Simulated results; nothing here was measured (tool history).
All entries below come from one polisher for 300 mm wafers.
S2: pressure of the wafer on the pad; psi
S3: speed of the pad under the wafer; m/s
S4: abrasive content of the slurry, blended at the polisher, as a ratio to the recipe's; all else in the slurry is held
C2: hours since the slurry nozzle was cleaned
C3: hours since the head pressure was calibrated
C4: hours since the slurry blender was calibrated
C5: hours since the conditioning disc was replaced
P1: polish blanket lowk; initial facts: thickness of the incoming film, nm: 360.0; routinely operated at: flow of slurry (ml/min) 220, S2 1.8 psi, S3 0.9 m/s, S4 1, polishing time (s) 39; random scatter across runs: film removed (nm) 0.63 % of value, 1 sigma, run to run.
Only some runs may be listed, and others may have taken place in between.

run 1 hour=11.2 | flow_of_slurry_(ml/min)=220 S2=1.8 S3=0.9 S4=1 polishing_time_(s)=39 | wafers_polished_on_this_pad=705 C2=131.1 C3=182 C4=65.3 C5=83.4 | film_removed_(nm)=12.448
run 2 hour=21.4 | flow_of_slurry_(ml/min)=155 S2=1.8 S3=0.9 S4=1 polishing_time_(s)=39 | wafers_polished_on_this_pad=847 C2=141.3 C3=192.2 C4=75.5 C5=93.6 | film_removed_(nm)=11.894
run 3 hour=32.8 | flow_of_slurry_(ml/min)=220 S2=1.8 S3=0.9 S4=0.55 polishing_time_(s)=39 | wafers_polished_on_this_pad=1006 C2=152.7 C3=203.6 C4=86.9 C5=105 | film_removed_(nm)=9.1651
run 4 hour=40.9 | flow_of_slurry_(ml/min)=220 S2=1 S3=0.9 S4=1 polishing_time_(s)=39 | wafers_polished_on_this_pad=1119 C2=160.8 C3=211.7 C4=95 C5=113.1 | film_removed_(nm)=6.8615
run 5 hour=49.8 | flow_of_slurry_(ml/min)=220 S2=1.8 S3=0.9 S4=1 polishing_time_(s)=39 | wafers_polished_on_this_pad=1243 C2=169.7 C3=220.6 C4=103.9 C5=122 | film_removed_(nm)=12.391
run 6 hour=59.9 | flow_of_slurry_(ml/min)=220 S2=1.8 S3=0.9 S4=1 polishing_time_(s)=39 | wafers_polished_on_this_pad=1384 C2=179.8 C3=230.7 C4=114 C5=132.1 | film_removed_(nm)=12.337
run 7 hour=66 | flow_of_slurry_(ml/min)=220 S2=1.8 S3=0.9 S4=1 polishing_time_(s)=39 | wafers_polished_on_this_pad=1469 C2=185.9 C3=236.8 C4=120.1 C5=138.2 | film_removed_(nm)=12.339
run 8 hour=73.1 | flow_of_slurry_(ml/min)=220 S2=1.8 S3=0.9 S4=1 polishing_time_(s)=20 | wafers_polished_on_this_pad=1568 C2=193 C3=243.9 C4=127.2 C5=145.3 | film_removed_(nm)=6.3745
run 9 hour=83.3 | flow_of_slurry_(ml/min)=220 S2=1.8 S3=0.9 S4=1 polishing_time_(s)=58 | wafers_polished_on_this_pad=1711 C2=203.2 C3=254.1 C4=137.4 C5=155.5 | film_removed_(nm)=18.443
run 10 hour=96.9 | flow_of_slurry_(ml/min)=220 S2=1.8 S3=0.4 S4=1 polishing_time_(s)=39 | wafers_polished_on_this_pad=1900 C2=216.8 C3=267.7 C4=151 C5=169.1 | film_removed_(nm)=6.5256
run 11 hour=107.7 | flow_of_slurry_(ml/min)=220 S2=1.8 S3=0.9 S4=1.45 polishing_time_(s)=39 | wafers_polished_on_this_pad=2051 C2=227.6 C3=278.5 C4=161.8 C5=179.9 | film_removed_(nm)=14.314
run 12 hour=114 | flow_of_slurry_(ml/min)=220 S2=1.8 S3=0.9 S4=1 polishing_time_(s)=39 | wafers_polished_on_this_pad=2139 C2=233.9 C3=284.8 C4=168.1 C5=186.2 | film_removed_(nm)=12.358
run 13 hour=125.1 | flow_of_slurry_(ml/min)=220 S2=1.8 S3=0.9 S4=1 polishing_time_(s)=39 | wafers_polished_on_this_pad=2294 C2=245 C3=295.9 C4=179.2 C5=197.3 | film_removed_(nm)=12.367
run 14 hour=133.9 | flow_of_slurry_(ml/min)=220 S2=2.8 S3=0.9 S4=1 polishing_time_(s)=39 | wafers_polished_on_this_pad=2416 C2=253.8 C3=304.7 C4=188 C5=206.1 | film_removed_(nm)=19.31
run 15 hour=143.4 | flow_of_slurry_(ml/min)=345 S2=1.8 S3=0.9 S4=1 polishing_time_(s)=39 | wafers_polished_on_this_pad=2549 C2=263.3 C3=314.2 C4=197.5 C5=215.6 | film_removed_(nm)=12.955

Run 16 has not been measured yet. What should we expect?
run 16 hour=156.4 | flow_of_slurry_(ml/min)=220 S2=1.8 S3=1.24 S4=1 polishing_time_(s)=39 | wafers_polished_on_this_pad=2730 C2=276.3 C3=327.2 C4=210.5 C5=228.6 | film_removed_(nm)=?

Logged for run 16: film removed (nm) 15.987.
